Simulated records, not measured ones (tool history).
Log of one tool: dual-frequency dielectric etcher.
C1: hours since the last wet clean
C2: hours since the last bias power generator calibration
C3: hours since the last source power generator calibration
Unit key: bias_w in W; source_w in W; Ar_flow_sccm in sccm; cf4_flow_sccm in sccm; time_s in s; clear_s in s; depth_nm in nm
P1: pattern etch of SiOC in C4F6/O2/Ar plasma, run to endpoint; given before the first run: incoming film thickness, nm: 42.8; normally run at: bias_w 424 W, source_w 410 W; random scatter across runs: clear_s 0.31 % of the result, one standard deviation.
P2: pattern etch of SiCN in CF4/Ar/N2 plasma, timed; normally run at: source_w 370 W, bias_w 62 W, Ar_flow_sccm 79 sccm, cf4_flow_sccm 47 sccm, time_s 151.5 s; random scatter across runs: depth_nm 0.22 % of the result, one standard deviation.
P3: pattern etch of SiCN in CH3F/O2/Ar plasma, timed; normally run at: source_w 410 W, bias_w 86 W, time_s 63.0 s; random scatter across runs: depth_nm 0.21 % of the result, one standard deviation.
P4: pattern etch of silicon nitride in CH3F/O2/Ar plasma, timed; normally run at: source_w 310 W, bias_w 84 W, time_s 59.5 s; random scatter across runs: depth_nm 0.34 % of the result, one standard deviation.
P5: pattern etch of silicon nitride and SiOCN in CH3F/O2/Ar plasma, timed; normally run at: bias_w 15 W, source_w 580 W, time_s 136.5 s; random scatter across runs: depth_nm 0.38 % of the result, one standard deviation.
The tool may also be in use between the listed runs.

{"run": 1, "hour": 10.4, "process": "P1", "bias_w": 424, "source_w": 410, "C1": 82.7, "C2": 1271.6, "C3": 744.5, "clear_s": 14.827}
{"run": 2, "hour": 16.4, "process": "P2", "bias_w": 62, "source_w": 370, "Ar_flow_sccm": 79, "cf4_flow_sccm": 47, "time_s": 151.5, "C1": 88.7, "C2": 1277.6, "C3": 750.5, "depth_nm": 100.09}
{"run": 3, "hour": 26.1, "process": "P4", "bias_w": 84, "source_w": 310, "time_s": 43.5, "C1": 98.4, "C2": 1287.3, "C3": 760.2, "depth_nm": 30.005}
{"run": 4, "hour": 35.7, "process": "P1", "bias_w": 424, "source_w": 530, "C1": 108.0, "C2": 1296.9, "C3": 769.8, "clear_s": 13.485}
{"run": 5, "hour": 43.0, "process": "P4", "bias_w": 84, "source_w": 310, "time_s": 59.5, "C1": 115.3, "C2": 1304.2, "C3": 777.1, "depth_nm": 41.295}
{"run": 6, "hour": 51.5, "process": "P3", "bias_w": 86, "source_w": 410, "time_s": 63.0, "C1": 123.8, "C2": 1312.7, "C3": 785.6, "depth_nm": 25.384}
{"run": 7, "hour": 62.4, "process": "P3", "bias_w": 86, "source_w": 410, "time_s": 44.5, "C1": 134.7, "C2": 1323.6, "C3": 796.5, "depth_nm": 17.959}
{"run": 8, "hour": 74.2, "process": "P1", "bias_w": 318, "source_w": 330, "C1": 146.5, "C2": 1335.4, "C3": 808.3, "clear_s": 17.795}
{"run": 9, "hour": 79.7, "process": "P4", "bias_w": 84, "source_w": 310, "time_s": 59.5, "C1": 152.0, "C2": 1340.9, "C3": 813.8, "depth_nm": 41.285}
{"run": 10, "hour": 90.6, "process": "P5", "bias_w": 15, "source_w": 580, "time_s": 136.5, "C1": 162.9, "C2": 1351.8, "C3": 824.7, "depth_nm": 17.912}
{"run": 11, "hour": 102.6, "process": "P3", "bias_w": 55, "source_w": 410, "time_s": 63.0, "C1": 174.9, "C2": 1363.8, "C3": 836.7, "depth_nm": 21.739}
{"run": 12, "hour": 108.7, "process": "P1", "bias_w": 424, "source_w": 410, "C1": 181.0, "C2": 1369.9, "C3": 842.8, "clear_s": 14.8}
{"run": 13, "hour": 119.1, "process": "P2", "bias_w": 62, "source_w": 370, "Ar_flow_sccm": 79, "cf4_flow_sccm": 47, "time_s": 201.0, "C1": 191.4, "C2": 1380.3, "C3": 853.2, "depth_nm": 132.4}
{"run": 14, "hour": 128.3, "process": "P2", "bias_w": 62, "source_w": 300, "Ar_flow_sccm": 79, "cf4_flow_sccm": 47, "time_s": 151.5, "C1": 200.6, "C2": 1389.5, "C3": 862.4, "depth_nm": 83.176}
{"run": 15, "hour": 133.8, "process": "P3", "bias_w": 86, "source_w": 310, "time_s": 63.0, "C1": 206.1, "C2": 1395.0, "C3": 867.9, "depth_nm": 22.938}
{"run": 16, "hour": 146.1, "process": "P1", "bias_w": 424, "source_w": 330, "C1": 218.4, "C2": 1407.3, "C3": 880.2, "clear_s": 16.053}
{"run": 17, "hour": 155.7, "process": "P5", "bias_w": 15, "source_w": 740, "time_s": 136.5, "C1": 228.0, "C2": 1416.9, "C3": 889.8, "depth_nm": 19.417}
{"run": 18, "hour": 165.6, "process": "P5", "bias_w": 15, "source_w": 580, "time_s": 102.5, "C1": 237.9, "C2": 1426.8, "C3": 899.7, "depth_nm": 13.407}
{"run": 19, "hour": 174.5, "process": "P1", "bias_w": 307, "source_w": 410, "C1": 246.8, "C2": 1435.7, "C3": 908.6, "clear_s": 16.584}
{"run": 20, "hour": 182.1, "process": "P2", "bias_w": 62, "source_w": 370, "Ar_flow_sccm": 106, "cf4_flow_sccm": 47, "time_s": 151.5, "C1": 254.4, "C2": 1443.3, "C3": 916.2, "depth_nm": 95.248}
{"run": 21, "hour": 193.7, "process": "P5", "bias_w": 15, "source_w": 580, "time_s": 136.5, "C1": 266.0, "C2": 1454.9, "C3": 927.8, "depth_nm": 17.826}
{"run": 22, "hour": 204.6, "process": "P4", "bias_w": 50, "source_w": 310, "time_s": 59.5, "C1": 276.9, "C2": 1465.8, "C3": 938.7, "depth_nm": 34.39}
{"run": 23, "hour": 210.8, "process": "P1", "bias_w": 424, "source_w": 410, "C1": 283.1, "C2": 1472.0, "C3": 944.9, "clear_s": 14.756}
{"run": 24, "hour": 218.3, "process": "P5", "bias_w": 20, "source_w": 580, "time_s": 136.5, "C1": 290.6, "C2": 1479.5, "C3": 952.4, "depth_nm": 20.038}
{"run": 25, "hour": 224.2, "process": "P3", "bias_w": 86, "source_w": 410, "time_s": 63.0, "C1": 296.5, "C2": 1485.4, "C3": 958.3, "depth_nm": 25.293}

Run 26 comes next. What will it give?
{"run": 26, "hour": 230.3, "process": "P2", "bias_w": 62, "source_w": 370, "Ar_flow_sccm": 79, "cf4_flow_sccm": 47, "time_s": 151.5, "C1": 302.6, "C2": 1491.5, "C3": 964.4, "depth_nm": "?"}

Run 26 gave depth_nm 99.941 nm.
